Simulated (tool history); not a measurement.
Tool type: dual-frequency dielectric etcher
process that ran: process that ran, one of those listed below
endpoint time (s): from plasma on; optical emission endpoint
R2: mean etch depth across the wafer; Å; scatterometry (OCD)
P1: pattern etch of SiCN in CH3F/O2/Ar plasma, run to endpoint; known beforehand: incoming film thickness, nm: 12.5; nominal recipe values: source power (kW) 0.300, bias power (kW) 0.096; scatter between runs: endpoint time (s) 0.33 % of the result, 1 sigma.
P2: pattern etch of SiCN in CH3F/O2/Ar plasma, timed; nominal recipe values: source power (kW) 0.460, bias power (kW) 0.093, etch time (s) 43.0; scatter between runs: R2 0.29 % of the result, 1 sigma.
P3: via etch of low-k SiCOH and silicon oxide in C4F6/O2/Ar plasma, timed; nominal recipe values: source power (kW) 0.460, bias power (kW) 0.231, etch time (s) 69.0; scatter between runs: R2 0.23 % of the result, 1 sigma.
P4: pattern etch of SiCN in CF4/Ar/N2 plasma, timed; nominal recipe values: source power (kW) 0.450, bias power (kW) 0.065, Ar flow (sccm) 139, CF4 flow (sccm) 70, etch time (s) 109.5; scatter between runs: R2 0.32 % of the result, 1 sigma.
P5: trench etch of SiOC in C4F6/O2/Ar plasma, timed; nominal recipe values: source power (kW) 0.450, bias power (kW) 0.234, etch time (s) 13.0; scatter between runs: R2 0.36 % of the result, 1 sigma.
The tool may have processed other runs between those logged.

{"run": 1, "hour": 6.5, "process that ran": "P1", "source power (kW)": 0.3, "bias power (kW)": 0.096, "endpoint time (s)": 33.489}
{"run": 2, "hour": 11.1, "process that ran": "P3", "source power (kW)": 0.46, "bias power (kW)": 0.231, "etch time (s)": 69.0, "R2": 2026.2}
{"run": 3, "hour": 17.7, "process that ran": "P1", "source power (kW)": 0.43, "bias power (kW)": 0.096, "endpoint time (s)": 29.324}
{"run": 4, "hour": 23.7, "process that ran": "P5", "source power (kW)": 0.34, "bias power (kW)": 0.234, "etch time (s)": 13.0, "R2": 275.97}
{"run": 5, "hour": 28.8, "process that ran": "P4", "source power (kW)": 0.45, "bias power (kW)": 0.041, "etch time (s)": 109.5, "Ar flow (sccm)": 139, "CF4 flow (sccm)": 70, "R2": 738.63}
{"run": 6, "hour": 33.9, "process that ran": "P1", "source power (kW)": 0.3, "bias power (kW)": 0.096, "endpoint time (s)": 33.54}
{"run": 7, "hour": 37.1, "process that ran": "P1", "source power (kW)": 0.4, "bias power (kW)": 0.069, "endpoint time (s)": 33.968}
{"run": 8, "hour": 40.4, "process that ran": "P1", "source power (kW)": 0.22, "bias power (kW)": 0.096, "endpoint time (s)": 37.328}
{"run": 9, "hour": 46.9, "process that ran": "P3", "source power (kW)": 0.46, "bias power (kW)": 0.231, "etch time (s)": 38.0, "R2": 1112.3}
{"run": 10, "hour": 51.5, "process that ran": "P4", "source power (kW)": 0.45, "bias power (kW)": 0.065, "etch time (s)": 109.5, "Ar flow (sccm)": 139, "CF4 flow (sccm)": 70, "R2": 864.88}
{"run": 11, "hour": 56.7, "process that ran": "P1", "source power (kW)": 0.3, "bias power (kW)": 0.096, "endpoint time (s)": 33.403}
{"run": 12, "hour": 59.6, "process that ran": "P4", "source power (kW)": 0.45, "bias power (kW)": 0.065, "etch time (s)": 109.5, "Ar flow (sccm)": 98, "CF4 flow (sccm)": 70, "R2": 911.46}
{"run": 13, "hour": 64.4, "process that ran": "P3", "source power (kW)": 0.46, "bias power (kW)": 0.283, "etch time (s)": 69.0, "R2": 2154.0}
{"run": 14, "hour": 67.4, "process that ran": "P2", "source power (kW)": 0.46, "bias power (kW)": 0.093, "etch time (s)": 43.0, "R2": 179.72}
{"run": 15, "hour": 71.1, "process that ran": "P1", "source power (kW)": 0.3, "bias power (kW)": 0.096, "endpoint time (s)": 33.302}
{"run": 16, "hour": 77.2, "process that ran": "P2", "source power (kW)": 0.46, "bias power (kW)": 0.093, "etch time (s)": 29.0, "R2": 121.56}
{"run": 17, "hour": 82.6, "process that ran": "P2", "source power (kW)": 0.46, "bias power (kW)": 0.093, "etch time (s)": 43.0, "R2": 180.85}
{"run": 18, "hour": 85.6, "process that ran": "P4", "source power (kW)": 0.45, "bias power (kW)": 0.065, "etch time (s)": 135.0, "Ar flow (sccm)": 139, "CF4 flow (sccm)": 70, "R2": 1070.5}
{"run": 19, "hour": 92.1, "process that ran": "P4", "source power (kW)": 0.3, "bias power (kW)": 0.065, "etch time (s)": 109.5, "Ar flow (sccm)": 139, "CF4 flow (sccm)": 70, "R2": 604.84}
{"run": 20, "hour": 98.1, "process that ran": "P1", "source power (kW)": 0.43, "bias power (kW)": 0.129, "endpoint time (s)": 26.256}
{"run": 21, "hour": 102.6, "process that ran": "P1", "source power (kW)": 0.3, "bias power (kW)": 0.096, "endpoint time (s)": 33.359}
{"run": 22, "hour": 109.2, "process that ran": "P3", "source power (kW)": 0.46, "bias power (kW)": 0.231, "etch time (s)": 69.0, "R2": 2016.7}
{"run": 23, "hour": 112.5, "process that ran": "P1", "source power (kW)": 0.3, "bias power (kW)": 0.061, "endpoint time (s)": 39.438}
{"run": 24, "hour": 116.2, "process that ran": "P4", "source power (kW)": 0.45, "bias power (kW)": 0.065, "etch time (s)": 109.5, "Ar flow (sccm)": 139, "CF4 flow (sccm)": 70, "R2": 866.33}
{"run": 25, "hour": 121.0, "process that ran": "P3", "source power (kW)": 0.63, "bias power (kW)": 0.231, "etch time (s)": 69.0, "R2": 2274.4}
{"run": 26, "hour": 126.3, "process that ran": "P2", "source power (kW)": 0.26, "bias power (kW)": 0.093, "etch time (s)": 43.0, "R2": 146.24}
{"run": 27, "hour": 129.5, "process that ran": "P5", "source power (kW)": 0.45, "bias power (kW)": 0.234, "etch time (s)": 13.0, "R2": 305.99}
{"run": 28, "hour": 132.8, "process that ran": "P1", "source power (kW)": 0.3, "bias power (kW)": 0.136, "endpoint time (s)": 29.201}
{"run": 29, "hour": 135.7, "process that ran": "P2", "source power (kW)": 0.46, "bias power (kW)": 0.069, "etch time (s)": 43.0, "R2": 161.53}
{"run": 30, "hour": 141.9, "process that ran": "P4", "source power (kW)": 0.45, "bias power (kW)": 0.065, "etch time (s)": 109.5, "Ar flow (sccm)": 139, "CF4 flow (sccm)": 97, "R2": 907.11}
{"run": 31, "hour": 144.9, "process that ran": "P5", "source power (kW)": 0.45, "bias power (kW)": 0.234, "etch time (s)": 19.5, "R2": 461.52}
{"run": 32, "hour": 149.6, "process that ran": "P5", "source power (kW)": 0.45, "bias power (kW)": 0.277, "etch time (s)": 13.0, "R2": 323.72}
{"run": 33, "hour": 155.5, "process that ran": "P1", "source power (kW)": 0.3, "bias power (kW)": 0.096, "endpoint time (s)": 33.485}
{"run": 34, "hour": 161.0, "process that ran": "P1", "source power (kW)": 0.3, "bias power (kW)": 0.096, "endpoint time (s)": 33.579}
{"run": 35, "hour": 164.7, "process that ran": "P1", "source power (kW)": 0.3, "bias power (kW)": 0.096, "endpoint time (s)": 33.808}
{"run": 36, "hour": 171.2, "process that ran": "P1", "source power (kW)": 0.3, "bias power (kW)": 0.096, "endpoint time (s)": 33.803}
{"hour": 172.1, "done": "wet clean of the chamber"}
{"run": 37, "hour": 175.2, "process that ran": "P1", "source power (kW)": 0.3, "bias power (kW)": 0.096, "endpoint time (s)": 33.937}
{"run": 38, "hour": 178.3, "process that ran": "P1", "source power (kW)": 0.3, "bias power (kW)": 0.096, "endpoint time (s)": 33.856}
{"run": 39, "hour": 181.5, "process that ran": "P1", "source power (kW)": 0.3, "bias power (kW)": 0.096, "endpoint time (s)": 33.994}
{"run": 40, "hour": 187.4, "process that ran": "P1", "source power (kW)": 0.3, "bias power (kW)": 0.096, "endpoint time (s)": 34.065}
{"run": 41, "hour": 193.5, "process that ran": "P1", "source power (kW)": 0.3, "bias power (kW)": 0.096, "endpoint time (s)": 33.919}
{"run": 42, "hour": 197.9, "process that ran": "P1", "source power (kW)": 0.3, "bias power (kW)": 0.096, "endpoint time (s)": 34.103}

The log shows P1 creeping away from where it was. Any of the 2 causes listed here, at the size stated for it, fits the log just as well as the others:
A: bias power that arrives under what is set, % = 4.24
B: source power that arrives under what is set, % = 4.38
The process output started creeping at around hour 155.5.
All other causes, with the reason each is excluded:
chamber walls in a state that lowers the etch rate, %: maintenance at hour 172.1, after the shift began, did not return the process to its former output

Which of the 4 check runs listed below separates the causes, so that each cause would produce a clearly different result? Each run uses one wafer, and its results are marked with question marks.
{"run": "check 1", "hour": 202.3, "process that ran": "P3", "source power (kW)": 0.55, "bias power (kW)": 0.231, "etch time (s)": 40.0, "R2": "?"}
{"run": "check 2", "hour": 202.3, "process that ran": "P2", "source power (kW)": 0.46, "bias power (kW)": 0.073, "etch time (s)": 32.0, "R2": "?"}
{"run": "check 3", "hour": 202.3, "process that ran": "P5", "source power (kW)": 0.35, "bias power (kW)": 0.234, "etch time (s)": 18.5, "R2": "?"}
{"run": "check 4", "hour": 202.3, "process that ran": "P4", "source power (kW)": 0.45, "bias power (kW)": 0.048, "etch time (s)": 109.5, "Ar flow (sccm)": 139, "CF4 flow (sccm)": 80, "R2": "?"}

Outcome of each check run for each possible cause:
check=check_1 result=R2 if_A=1235.10 if_B=1231.00
check=check_2 result=R2 if_A=121.06 if_B=120.85
check=check_3 result=R2 if_A=390.52 if_B=389.51
check=check_4 result=R2 if_A=786.17 if_B=766.35
Minimum pairwise separation of causes per check, each pair taken at its best-separating result: check 1 0.33 %; check 2 0.17 %; check 3 0.26 %; check 4 2.55 %
Check 4 is the one run that separates the causes; every other check would come out nearly the same whichever cause is at work.

Check 4 has now been run. It gave: R2 783.90 Å. Which of the candidate causes is it?

Of the candidate causes, it is A: bias power that arrives under what is set, %.
